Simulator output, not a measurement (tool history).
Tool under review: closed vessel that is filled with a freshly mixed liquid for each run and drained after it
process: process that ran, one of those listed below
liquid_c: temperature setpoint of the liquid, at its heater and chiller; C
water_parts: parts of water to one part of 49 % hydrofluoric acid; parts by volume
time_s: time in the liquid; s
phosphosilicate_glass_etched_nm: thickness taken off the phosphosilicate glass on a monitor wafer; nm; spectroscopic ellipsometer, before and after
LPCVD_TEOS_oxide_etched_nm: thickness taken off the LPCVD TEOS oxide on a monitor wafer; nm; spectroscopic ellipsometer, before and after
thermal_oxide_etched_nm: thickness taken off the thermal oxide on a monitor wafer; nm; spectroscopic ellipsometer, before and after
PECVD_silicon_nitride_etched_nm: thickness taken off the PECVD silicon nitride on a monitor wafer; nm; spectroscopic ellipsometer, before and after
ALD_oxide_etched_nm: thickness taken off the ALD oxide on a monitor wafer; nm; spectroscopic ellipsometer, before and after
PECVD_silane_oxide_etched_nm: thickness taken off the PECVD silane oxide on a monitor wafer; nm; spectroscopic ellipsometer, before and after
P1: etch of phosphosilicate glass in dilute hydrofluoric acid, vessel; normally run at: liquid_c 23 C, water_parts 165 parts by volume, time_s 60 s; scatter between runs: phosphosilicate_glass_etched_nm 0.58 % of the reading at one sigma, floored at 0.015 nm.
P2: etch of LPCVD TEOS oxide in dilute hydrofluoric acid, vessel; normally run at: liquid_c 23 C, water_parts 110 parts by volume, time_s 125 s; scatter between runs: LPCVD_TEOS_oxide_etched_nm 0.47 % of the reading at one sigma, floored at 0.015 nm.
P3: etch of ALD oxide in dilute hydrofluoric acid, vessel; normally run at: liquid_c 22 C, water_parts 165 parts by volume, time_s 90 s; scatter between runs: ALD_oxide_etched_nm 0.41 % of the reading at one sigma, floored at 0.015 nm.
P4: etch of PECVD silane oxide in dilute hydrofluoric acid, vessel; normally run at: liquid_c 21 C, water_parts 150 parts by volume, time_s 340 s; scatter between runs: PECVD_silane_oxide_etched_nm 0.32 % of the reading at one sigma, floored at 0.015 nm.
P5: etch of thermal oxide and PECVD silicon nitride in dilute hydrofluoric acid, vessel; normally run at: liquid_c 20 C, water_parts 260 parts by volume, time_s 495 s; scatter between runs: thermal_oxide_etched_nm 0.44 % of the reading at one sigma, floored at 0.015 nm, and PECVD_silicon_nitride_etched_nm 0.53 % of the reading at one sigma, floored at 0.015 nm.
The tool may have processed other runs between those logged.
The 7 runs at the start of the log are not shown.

| run | day | process | liquid_c | water_parts | time_s | hours since the thermometer was replaced | hours since the hydrofluoric acid flow meter was replaced | phosphosilicate_glass_etched_nm | LPCVD_TEOS_oxide_etched_nm | thermal_oxide_etched_nm | PECVD_silicon_nitride_etched_nm | ALD_oxide_etched_nm | PECVD_silane_oxide_etched_nm |
|---|---|---|---|---|---|---|---|---|---|---|---|---|---|
| 8 | 3.071 | P1 | 28 | 165 | 60 | 456.4 | 805.9 | 30.81 |  |  |  |  |  |
| 9 | 3.379 | P3 | 22 | 165 | 90 | 463.8 | 813.3 |  |  |  |  | 8.1067 |  |
| 10 | 3.825 | P3 | 22 | 75 | 90 | 474.5 | 824 |  |  |  |  | 20.03 |  |
| 11 | 4.304 | P1 | 23 | 165 | 60 | 486 | 835.5 | 25.66 |  |  |  |  |  |
| 12 | 4.846 | P2 | 28 | 110 | 125 | 499 | 848.5 |  | 28.483 |  |  |  |  |
| 13 | 5.208 | P5 | 20 | 260 | 495 | 507.7 | 857.2 |  |  | 6.1304 | 8.3471 |  |  |
| 14 | 5.688 | P3 | 22 | 165 | 160 | 519.2 | 868.7 |  |  |  |  | 14.462 |  |
| 15 | 6.071 | P1 | 23 | 35 | 60 | 528.4 | 877.9 | 139.53 |  |  |  |  |  |
| 16 | 6.512 | P4 | 26 | 150 | 340 | 539 | 888.5 |  |  |  |  |  | 67.993 |
| 17 | 7.012 | P1 | 23 | 280 | 60 | 551 | 900.5 | 13.496 |  |  |  |  |  |
| 18 | 7.45 | P4 | 21 | 75 | 340 | 561.5 | 911 |  |  |  |  |  | 122.1 |
| 19 | 7.829 | P1 | 17.5 | 165 | 105 | 570.6 | 920.1 | 35.628 |  |  |  |  |  |
| 20 | 8.471 | P1 | 23 | 165 | 60 | 586 | 935.5 | 25.548 |  |  |  |  |  |
| 21 | 8.8 | P2 | 23 | 110 | 125 | 593.9 | 943.4 |  | 23.38 |  |  |  |  |
| 22 | 9.358 | P1 | 17 | 165 | 100 | 607.3 | 956.8 | 33.373 |  |  |  |  |  |
| 23 | 9.762 | P1 | 23 | 165 | 60 | 617 | 966.5 | 25.419 |  |  |  |  |  |
| 24 | 10.196 | P4 | 21 | 150 | 340 | 627.4 | 976.9 |  |  |  |  |  | 56.223 |
|  | 10.729 | hydrofluoric acid flow meter replaced |
| 25 | 10.817 | P4 | 21 | 150 | 340 | 642.3 | 2.2 |  |  |  |  |  | 56.189 |
| 26 | 11.117 | P1 | 17 | 240 | 60 | 649.5 | 9.4 | 13.064 |  |  |  |  |  |
| 27 | 11.717 | P1 | 18 | 165 | 60 | 663.9 | 23.8 | 20.918 |  |  |  |  |  |
| 28 | 12.2 | P1 | 23 | 165 | 30 | 675.5 | 35.4 | 12.758 |  |  |  |  |  |
| 29 | 12.638 | P5 | 20 | 260 | 215 | 686 | 45.9 |  |  | 2.6426 | 3.6393 |  |  |
| 30 | 13.025 | P1 | 23 | 165 | 60 | 695.3 | 55.2 | 25.806 |  |  |  |  |  |

The next listed run, before its measurement:
| 31 | 13.567 | P2 | 23 | 30 | 125 | 708.3 | 68.2 |  | ? |  |  |  |  |

LPCVD_TEOS_oxide_etched_nm: 95.57 nm

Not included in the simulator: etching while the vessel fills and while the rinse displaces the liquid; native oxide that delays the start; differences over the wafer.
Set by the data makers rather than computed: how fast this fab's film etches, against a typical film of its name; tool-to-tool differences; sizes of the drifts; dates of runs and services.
